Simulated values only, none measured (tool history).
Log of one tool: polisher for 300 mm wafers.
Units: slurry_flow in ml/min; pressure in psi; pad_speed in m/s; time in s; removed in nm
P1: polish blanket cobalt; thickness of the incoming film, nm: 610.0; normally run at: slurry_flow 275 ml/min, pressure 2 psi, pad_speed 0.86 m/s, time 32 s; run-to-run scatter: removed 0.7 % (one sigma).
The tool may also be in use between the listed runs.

run,hour,slurry_flow,pressure,pad_speed,time,wafers polished on this pad,hours since the slurry nozzle was cleaned,hours since the head pressure was calibrated,removed
1,5.7,275,2,0.86,32,479,255.9,369.9,153.44
2,11.9,275,2,0.86,47,563,262.1,376.1,227.27
3,17.5,275,2,1.34,32,639,267.7,381.7,242.08
4,24,275,2,0.86,15,726,274.2,388.2,72.419
5,30.1,275,2,0.86,32,809,280.3,394.3,155.1
6,35.6,275,3.1,0.86,32,883,285.8,399.8,237.37
7,39.3,275,0.9,0.86,32,933,289.5,403.5,69.772
8,47,165,2,0.86,32,1037,297.2,411.2,145.41
9,55,275,2.7,1.16,32,1144,305.2,419.2,280.8
10,61.5,275,2,0.86,32,1232,311.7,425.7,154.05
11,67.6,380,2,0.86,32,1314,317.8,431.8,159.53
12,75.5,275,2,0.5,32,1421,325.7,439.7,90.778
13,79.3,275,2,0.86,32,1472,329.5,443.5,154.3
14,84.9,275,2,0.86,32,1548,335.1,449.1,154.88
15,90.2,275,2,0.86,32,1619,340.4,454.4,152.83
16,93.9,275,2,0.86,32,1669,344.1,458.1,150.35
17,98.9,275,2,0.86,32,1737,349.1,463.1,151.96
18,102.8,275,2,0.86,32,1789,353,467,150.21
19,109,275,2,0.86,32,1873,359.2,473.2,149.23
20,115.4,275,2,0.86,32,1959,365.6,479.6,149.57
21,122.1,275,2,0.86,32,2050,372.3,486.3,148.16
22,129.1,275,2,0.86,32,2144,379.3,493.3,148.07
# hour 131.6: worn pad replaced by a new one
23,137.3,275,2,0.86,32,77,387.5,501.5,148.18
24,144.3,275,2,0.86,32,171,394.5,508.5,145.97
25,149.7,275,2,0.86,32,244,399.9,513.9,147.21

What P1 gives has crept away from where it was. These 2 causes fit the log equally well, each at the size given:
A: slurry flow missing at the pad, % = 34.1
B: head's pressure below its setpoint, % = 4.89
The creep began at about hour 84.9.
Why every other cause is out:
removal rate lost through wear of the pad, %: serviced at hour 131.6, which brought nothing back

4 check runs are offered, each on 3 wafers whose results are averaged, their results left as question marks. Which one tells the causes apart?
check 1,155.1,165,1.3,0.86,32,,,,?
check 2,155.1,275,2,1.34,32,,,,?
check 3,155.1,275,2,1.32,32,,,,?
check 4,155.1,275,2.6,0.86,16,,,,?

What each check would give under each cause:
check,result,if A,if B
check 1,removed,86.918,89.601
check 2,removed,229.07,229.06
check 3,removed,225.65,225.64
check 4,removed,95.559,95.557
How far apart the two closest causes lie, in the result that separates them most: check 1 3.04 %; check 2 0 %; check 3 0 %; check 4 0 %
Check 1 tells the causes apart: in the others they would give nearly the same result.

Then check 1 was run and gave: removed 89.022 nm. Which cause is it?

It is B: head's pressure below its setpoint, %.
